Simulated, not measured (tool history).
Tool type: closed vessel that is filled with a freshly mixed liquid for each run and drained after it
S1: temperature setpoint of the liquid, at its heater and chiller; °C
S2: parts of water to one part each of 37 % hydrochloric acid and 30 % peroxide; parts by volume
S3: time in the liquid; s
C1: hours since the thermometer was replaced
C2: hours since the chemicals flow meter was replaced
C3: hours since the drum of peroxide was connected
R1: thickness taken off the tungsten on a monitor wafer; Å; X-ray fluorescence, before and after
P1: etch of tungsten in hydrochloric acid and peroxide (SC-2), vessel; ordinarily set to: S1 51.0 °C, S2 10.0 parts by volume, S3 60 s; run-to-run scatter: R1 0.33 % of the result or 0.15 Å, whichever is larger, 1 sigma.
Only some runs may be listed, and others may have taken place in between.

run     day    S1    S2   S3     C1     C2     C3       R1
  1   0.671  51.0  10.0   60  520.1  320.4  360.2  179.430
  2   1.125  35.0  10.0   60  531.0  331.3  371.1   58.547
  3   1.650  51.0  10.0   60  543.6  343.9  383.7  178.710
  4   2.308  51.0  16.5   60  559.4  359.7  399.5  115.690
  5   2.746  58.5  10.0   85  569.9  370.2  410.0  409.570
  6   3.158  51.0  10.0   60  579.8  380.1  419.9  178.880
  7   3.879  66.5  10.0   60  597.1  397.4  437.2  476.820
  8   4.271  51.0  13.5  105  606.5  406.8  446.6  241.210
  9   4.908  51.0   4.5   60  621.8  422.1  461.9  330.780
 10   5.571  51.0  10.0  115  637.7  438.0  477.8  341.150
 11   6.038  51.0  10.0   60  648.9  449.2  489.0  178.810
 12   6.692  43.0  10.0   85  664.6  464.9  504.7  146.700
 13   7.104  51.0  10.0   30  674.5  474.8  514.6   89.179
 14   7.538  51.0  10.0   60  684.9  485.2  525.0  178.250
 15   8.300  51.0  10.0   60  703.2  503.5  543.3  170.300
 16   8.833  51.0  10.0   60  716.0  516.3  556.1  166.750
 17   9.396  51.0  10.0   60  729.5  529.8  569.6  164.150
      9.842  -- new drum of peroxide connected
 18   9.975  51.0  10.0   60  743.4  543.7    3.3  163.840
 19  10.675  51.0  10.0   60  760.2  560.5   20.1  161.640
 20  11.358  51.0  10.0   60  776.6  576.9   36.5  161.430

What does the tool deliver on the next run?
 21  11.979  51.0  10.0  60  791.5  591.8  51.4   ?

{"run 21": {"R1": 160.49}}

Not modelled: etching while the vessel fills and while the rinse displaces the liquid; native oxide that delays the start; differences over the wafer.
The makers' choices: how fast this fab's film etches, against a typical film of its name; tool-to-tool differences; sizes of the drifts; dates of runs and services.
